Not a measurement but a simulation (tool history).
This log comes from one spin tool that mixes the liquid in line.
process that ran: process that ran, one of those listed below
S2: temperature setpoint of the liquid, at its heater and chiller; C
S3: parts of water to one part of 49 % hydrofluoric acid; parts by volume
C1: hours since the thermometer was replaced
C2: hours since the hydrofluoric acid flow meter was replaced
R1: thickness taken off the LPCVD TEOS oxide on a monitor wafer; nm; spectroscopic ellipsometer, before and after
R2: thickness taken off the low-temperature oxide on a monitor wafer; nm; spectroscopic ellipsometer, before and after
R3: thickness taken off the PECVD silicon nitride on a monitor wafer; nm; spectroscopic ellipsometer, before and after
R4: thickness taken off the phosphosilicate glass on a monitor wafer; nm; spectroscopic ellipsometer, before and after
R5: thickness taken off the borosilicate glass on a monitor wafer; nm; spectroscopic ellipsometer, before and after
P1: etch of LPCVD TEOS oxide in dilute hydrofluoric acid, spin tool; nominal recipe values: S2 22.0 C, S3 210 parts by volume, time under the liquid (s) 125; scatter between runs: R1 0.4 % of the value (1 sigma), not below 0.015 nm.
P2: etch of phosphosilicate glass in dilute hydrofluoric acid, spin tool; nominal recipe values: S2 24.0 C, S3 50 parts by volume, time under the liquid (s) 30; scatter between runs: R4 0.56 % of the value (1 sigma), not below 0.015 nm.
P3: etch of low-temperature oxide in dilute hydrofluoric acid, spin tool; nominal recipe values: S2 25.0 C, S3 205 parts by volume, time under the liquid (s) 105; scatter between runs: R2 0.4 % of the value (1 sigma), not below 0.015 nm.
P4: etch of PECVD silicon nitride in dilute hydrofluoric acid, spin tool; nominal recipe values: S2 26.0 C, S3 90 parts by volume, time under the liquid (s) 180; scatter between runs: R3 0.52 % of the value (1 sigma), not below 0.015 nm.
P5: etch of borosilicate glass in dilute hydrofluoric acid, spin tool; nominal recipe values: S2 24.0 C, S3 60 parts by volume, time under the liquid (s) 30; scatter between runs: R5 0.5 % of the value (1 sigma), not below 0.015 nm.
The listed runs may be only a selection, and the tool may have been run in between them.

{"run": 1, "hour": 10.3, "process that ran": "P1", "S2": 22.0, "S3": 210, "time under the liquid (s)": 125, "C1": 1294.8, "C2": 812.0, "R1": 8.6178}
{"run": 2, "hour": 25.2, "process that ran": "P1", "S2": 22.0, "S3": 95, "time under the liquid (s)": 125, "C1": 1309.7, "C2": 826.9, "R1": 21.399}
{"run": 3, "hour": 41.3, "process that ran": "P3", "S2": 25.0, "S3": 205, "time under the liquid (s)": 105, "C1": 1325.8, "C2": 843.0, "R2": 7.906}
{"run": 4, "hour": 57.8, "process that ran": "P1", "S2": 22.0, "S3": 210, "time under the liquid (s)": 15, "C1": 1342.3, "C2": 859.5, "R1": 1.0449}
{"run": 5, "hour": 67.4, "process that ran": "P4", "S2": 26.0, "S3": 90, "time under the liquid (s)": 180, "C1": 1351.9, "C2": 869.1, "R3": 11.362}
{"run": 6, "hour": 83.4, "process that ran": "P2", "S2": 24.0, "S3": 50, "time under the liquid (s)": 30, "C1": 1367.9, "C2": 885.1, "R4": 84.458}
{"run": 7, "hour": 99.1, "process that ran": "P3", "S2": 25.0, "S3": 320, "time under the liquid (s)": 105, "C1": 1383.6, "C2": 900.8, "R2": 4.5211}
{"run": 8, "hour": 112.2, "process that ran": "P1", "S2": 22.0, "S3": 210, "time under the liquid (s)": 125, "C1": 1396.7, "C2": 913.9, "R1": 8.5274}
{"run": 9, "hour": 128.6, "process that ran": "P4", "S2": 26.0, "S3": 90, "time under the liquid (s)": 20, "C1": 1413.1, "C2": 930.3, "R3": 1.2776}
{"run": 10, "hour": 137.0, "process that ran": "P4", "S2": 26.0, "S3": 150, "time under the liquid (s)": 180, "C1": 1421.5, "C2": 938.7, "R3": 6.8793}
{"run": 11, "hour": 153.8, "process that ran": "P5", "S2": 32.0, "S3": 60, "time under the liquid (s)": 30, "C1": 1438.3, "C2": 955.5, "R5": 23.448}
{"run": 12, "hour": 166.4, "process that ran": "P3", "S2": 25.0, "S3": 205, "time under the liquid (s)": 105, "C1": 1450.9, "C2": 968.1, "R2": 7.9473}
{"run": 13, "hour": 181.3, "process that ran": "P3", "S2": 33.5, "S3": 205, "time under the liquid (s)": 105, "C1": 1465.8, "C2": 983.0, "R2": 10.735}
{"run": 14, "hour": 194.8, "process that ran": "P5", "S2": 24.0, "S3": 60, "time under the liquid (s)": 60, "C1": 1479.3, "C2": 996.5, "R5": 34.155}
{"run": 15, "hour": 206.1, "process that ran": "P3", "S2": 25.0, "S3": 205, "time under the liquid (s)": 195, "C1": 1490.6, "C2": 1007.8, "R2": 14.684}
{"run": 16, "hour": 219.0, "process that ran": "P1", "S2": 22.0, "S3": 210, "time under the liquid (s)": 125, "C1": 1503.5, "C2": 1020.7, "R1": 8.482}
{"run": 17, "hour": 236.8, "process that ran": "P2", "S2": 32.0, "S3": 50, "time under the liquid (s)": 30, "C1": 1521.3, "C2": 1038.5, "R4": 115.19}
{"run": 18, "hour": 246.1, "process that ran": "P1", "S2": 27.5, "S3": 210, "time under the liquid (s)": 125, "C1": 1530.6, "C2": 1047.8, "R1": 10.402}
{"run": 19, "hour": 254.9, "process that ran": "P5", "S2": 24.0, "S3": 60, "time under the liquid (s)": 30, "C1": 1539.4, "C2": 1056.6, "R5": 17.14}
{"run": 20, "hour": 266.3, "process that ran": "P1", "S2": 22.0, "S3": 210, "time under the liquid (s)": 125, "C1": 1550.8, "C2": 1068.0, "R1": 8.5202}
{"run": 21, "hour": 281.3, "process that ran": "P1", "S2": 22.0, "S3": 50, "time under the liquid (s)": 180, "C1": 1565.8, "C2": 1083.0, "R1": 61.598}
{"run": 22, "hour": 291.2, "process that ran": "P2", "S2": 24.0, "S3": 20, "time under the liquid (s)": 30, "C1": 1575.7, "C2": 1092.9, "R4": 219.25}
{"run": 23, "hour": 302.8, "process that ran": "P4", "S2": 34.0, "S3": 90, "time under the liquid (s)": 180, "C1": 1587.3, "C2": 1104.5, "R3": 18.935}
{"hour": 308.1, "done": "hydrofluoric acid flow meter replaced"}
{"run": 24, "hour": 311.6, "process that ran": "P1", "S2": 22.0, "S3": 210, "time under the liquid (s)": 125, "C1": 1596.1, "C2": 3.6, "R1": 8.4885}
{"run": 25, "hour": 325.2, "process that ran": "P1", "S2": 22.0, "S3": 120, "time under the liquid (s)": 45, "C1": 1609.7, "C2": 17.2, "R1": 5.9336}
{"run": 26, "hour": 341.9, "process that ran": "P1", "S2": 17.0, "S3": 140, "time under the liquid (s)": 125, "C1": 1626.4, "C2": 33.9, "R1": 11.283}
{"run": 27, "hour": 350.0, "process that ran": "P5", "S2": 24.0, "S3": 60, "time under the liquid (s)": 30, "C1": 1634.5, "C2": 42.0, "R5": 17.03}
{"run": 28, "hour": 361.3, "process that ran": "P5", "S2": 24.0, "S3": 90, "time under the liquid (s)": 30, "C1": 1645.8, "C2": 53.3, "R5": 10.959}
{"run": 29, "hour": 370.7, "process that ran": "P1", "S2": 22.0, "S3": 210, "time under the liquid (s)": 125, "C1": 1655.2, "C2": 62.7, "R1": 8.5351}
{"run": 30, "hour": 380.2, "process that ran": "P1", "S2": 22.0, "S3": 210, "time under the liquid (s)": 205, "C1": 1664.7, "C2": 72.2, "R1": 14.001}
{"run": 31, "hour": 397.0, "process that ran": "P4", "S2": 26.0, "S3": 90, "time under the liquid (s)": 180, "C1": 1681.5, "C2": 89.0, "R3": 11.501}
{"run": 32, "hour": 410.0, "process that ran": "P2", "S2": 24.0, "S3": 50, "time under the liquid (s)": 60, "C1": 1694.5, "C2": 102.0, "R4": 167.55}
{"run": 33, "hour": 426.0, "process that ran": "P1", "S2": 22.0, "S3": 210, "time under the liquid (s)": 125, "C1": 1710.5, "C2": 118.0, "R1": 8.5344}
{"run": 34, "hour": 437.5, "process that ran": "P1", "S2": 22.0, "S3": 345, "time under the liquid (s)": 125, "C1": 1722.0, "C2": 129.5, "R1": 4.5467}
{"run": 35, "hour": 450.1, "process that ran": "P1", "S2": 17.0, "S3": 210, "time under the liquid (s)": 125, "C1": 1734.6, "C2": 142.1, "R1": 7.0743}
{"run": 36, "hour": 468.4, "process that ran": "P1", "S2": 22.0, "S3": 210, "time under the liquid (s)": 125, "C1": 1752.9, "C2": 160.4, "R1": 8.5631}
{"run": 37, "hour": 485.4, "process that ran": "P1", "S2": 22.0, "S3": 210, "time under the liquid (s)": 125, "C1": 1769.9, "C2": 177.4, "R1": 8.2724}
{"run": 38, "hour": 499.2, "process that ran": "P1", "S2": 22.0, "S3": 210, "time under the liquid (s)": 125, "C1": 1783.7, "C2": 191.2, "R1": 8.2281}
{"run": 39, "hour": 507.4, "process that ran": "P1", "S2": 22.0, "S3": 210, "time under the liquid (s)": 125, "C1": 1791.9, "C2": 199.4, "R1": 8.1693}
{"run": 40, "hour": 520.9, "process that ran": "P1", "S2": 22.0, "S3": 210, "time under the liquid (s)": 125, "C1": 1805.4, "C2": 212.9, "R1": 8.0989}
{"run": 41, "hour": 530.9, "process that ran": "P1", "S2": 22.0, "S3": 210, "time under the liquid (s)": 125, "C1": 1815.4, "C2": 222.9, "R1": 8.0475}
{"run": 42, "hour": 547.4, "process that ran": "P1", "S2": 22.0, "S3": 210, "time under the liquid (s)": 125, "C1": 1831.9, "C2": 239.4, "R1": 8.0845}
{"run": 43, "hour": 556.2, "process that ran": "P1", "S2": 22.0, "S3": 210, "time under the liquid (s)": 125, "C1": 1840.7, "C2": 248.2, "R1": 8.1255}
{"run": 44, "hour": 573.2, "process that ran": "P1", "S2": 22.0, "S3": 210, "time under the liquid (s)": 125, "C1": 1857.7, "C2": 265.2, "R1": 8.0245}
{"run": 45, "hour": 584.1, "process that ran": "P1", "S2": 22.0, "S3": 210, "time under the liquid (s)": 125, "C1": 1868.6, "C2": 276.1, "R1": 8.0332}

P1 no longer gives what it gave before; its output has crept away from where it was. The following 2 causes, each at its listed size, fit the log equally well:
A: hydrofluoric acid flow below the setpoint (%) = 4.76
B: liquid colder than its thermometer reads (K) = 1.57
Creep in the process output first set in at about hour 468.4.

Which of the 4 check runs listed below separates the causes, so that each cause would produce a clearly different result? Each run uses one wafer, and its results are marked with question marks.
{"run": "check 1", "hour": 595.0, "process that ran": "P4", "S2": 33.0, "S3": 145, "time under the liquid (s)": 180, "R3": "?"}
{"run": "check 2", "hour": 595.0, "process that ran": "P3", "S2": 32.5, "S3": 205, "time under the liquid (s)": 105, "R2": "?"}
{"run": "check 3", "hour": 595.0, "process that ran": "P2", "S2": 30.5, "S3": 50, "time under the liquid (s)": 30, "R4": "?"}
{"run": "check 4", "hour": 595.0, "process that ran": "P5", "S2": 27.0, "S3": 60, "time under the liquid (s)": 30, "R5": "?"}

What every check run would give for each of its results, assuming each possible cause in turn:
check=check_1 result=R3 if_A=10.4370 if_B=9.9846
check=check_2 result=R2 if_A=9.6974 if_B=9.7839
check=check_3 result=R4 if_A=103.600 if_B=102.670
check=check_4 result=R5 if_A=18.296 if_B=18.114
Smallest distance between any two causes, each pair judged by its most separating result, in per cent: check 1 4.43 %; check 2 0.89 %; check 3 0.91 %; check 4 1 %
Check 1 is the one run that separates the causes; every other check would come out nearly the same whichever cause is at work.

With check 1 done, the readings were: R3 10.3900 nm. Identify which of the listed causes applies.

A is the cause: hydrofluoric acid flow below the setpoint (%).
